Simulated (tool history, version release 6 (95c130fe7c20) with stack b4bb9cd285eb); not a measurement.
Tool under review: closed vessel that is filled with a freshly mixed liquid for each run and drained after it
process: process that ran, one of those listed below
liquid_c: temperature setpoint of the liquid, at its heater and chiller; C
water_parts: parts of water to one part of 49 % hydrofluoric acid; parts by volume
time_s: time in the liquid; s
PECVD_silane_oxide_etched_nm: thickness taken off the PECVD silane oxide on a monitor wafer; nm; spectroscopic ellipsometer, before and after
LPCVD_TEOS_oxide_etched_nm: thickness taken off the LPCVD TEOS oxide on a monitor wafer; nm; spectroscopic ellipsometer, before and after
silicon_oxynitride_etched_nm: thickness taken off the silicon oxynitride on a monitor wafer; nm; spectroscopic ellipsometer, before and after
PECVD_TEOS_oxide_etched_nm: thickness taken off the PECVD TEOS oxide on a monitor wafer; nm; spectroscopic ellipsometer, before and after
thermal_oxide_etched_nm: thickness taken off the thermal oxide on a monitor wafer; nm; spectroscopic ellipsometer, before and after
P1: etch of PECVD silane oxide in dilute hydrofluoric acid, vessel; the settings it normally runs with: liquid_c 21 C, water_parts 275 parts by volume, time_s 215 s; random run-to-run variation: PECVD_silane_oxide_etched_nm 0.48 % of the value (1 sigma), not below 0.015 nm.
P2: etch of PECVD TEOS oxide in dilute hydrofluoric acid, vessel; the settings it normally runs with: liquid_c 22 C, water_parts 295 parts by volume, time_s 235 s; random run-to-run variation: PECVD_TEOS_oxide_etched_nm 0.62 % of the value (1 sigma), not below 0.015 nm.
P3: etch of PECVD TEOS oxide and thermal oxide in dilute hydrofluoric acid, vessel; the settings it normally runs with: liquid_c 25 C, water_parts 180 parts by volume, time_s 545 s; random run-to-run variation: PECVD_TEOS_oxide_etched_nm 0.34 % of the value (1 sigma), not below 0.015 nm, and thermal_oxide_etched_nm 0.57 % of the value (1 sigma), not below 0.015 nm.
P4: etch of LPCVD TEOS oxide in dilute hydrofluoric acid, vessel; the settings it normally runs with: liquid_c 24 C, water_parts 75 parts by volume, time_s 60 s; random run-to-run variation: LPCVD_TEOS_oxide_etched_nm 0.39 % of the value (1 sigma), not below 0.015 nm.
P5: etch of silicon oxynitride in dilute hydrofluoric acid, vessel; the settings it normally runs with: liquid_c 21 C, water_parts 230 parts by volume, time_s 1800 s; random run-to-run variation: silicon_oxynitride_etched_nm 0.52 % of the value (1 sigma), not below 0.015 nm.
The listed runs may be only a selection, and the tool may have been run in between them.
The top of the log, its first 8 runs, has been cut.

run	hour	process	liquid_c	water_parts	time_s	hours since the thermometer was replaced	hours since the hydrofluoric acid flow meter was replaced	PECVD_silane_oxide_etched_nm	LPCVD_TEOS_oxide_etched_nm	silicon_oxynitride_etched_nm	PECVD_TEOS_oxide_etched_nm	thermal_oxide_etched_nm
9	106.5	P3	21	180	545	351	980				20.658	12.146
10	118.2	P3	25	180	545	362.7	991.7				23.903	14.115
11	126.9	P2	22	80	235	371.4	1000.4				23.229	
12	143.2	P3	25	180	1040	387.7	1016.7				45.609	26.765
13	153.7	P2	17	295	235	398.2	1027.2				4.1793	
14	171.9	P1	28.5	275	215	416.4	1045.4	19.268				
15	188	P1	17	275	215	432.5	1061.5	12.718				
16	198	P1	21	275	30	442.5	1071.5	2.0898				
17	214.1	P1	21	115	395	458.6	1087.6	76.862				
18	232.5	P4	24	75	60	477	1106		45.686			
19	246.8	P4	31.5	75	60	491.3	1120.3		61.239			
20	257.2	P1	21	275	215	501.7	1130.7	14.881				
21	276.2	P1	21	275	215	520.7	1149.7	14.663				
22	290	P1	21	470	215	534.5	1163.5	7.3755				
23	300.1	P5	21	50	1800	544.6	1173.6			47.406		
24	314.7	P1	21	70	215	559.2	1188.2	72.497				
25	328.4	P2	22	295	235	572.9	1201.9				5.0478	
26	343.5	P3	25	310	545	588	1217				12.133	7.2501
27	359.9	P1	21	95	40	604.4	1233.4	9.5523				
28	377.9	P4	24	140	60	622.4	1251.4		22.496			
29	393.9	P2	22	295	30	638.4	1267.4				0.63217	
30	404.5	P1	21	275	215	649	1278	14.756				
31	419.8	P1	21	275	215	664.3	1293.3	15.345				
32	433.9	P1	21	275	215	678.4	1307.4	15.595				
33	448.9	P1	21	275	215	693.4	1322.4	15.745				

Run 34 is up next; what results do you expect?
34	465.9	P1	21	275	215	710.4	1339.4	?				

For run 34 the tool returned PECVD_silane_oxide_etched_nm 15.921 nm.

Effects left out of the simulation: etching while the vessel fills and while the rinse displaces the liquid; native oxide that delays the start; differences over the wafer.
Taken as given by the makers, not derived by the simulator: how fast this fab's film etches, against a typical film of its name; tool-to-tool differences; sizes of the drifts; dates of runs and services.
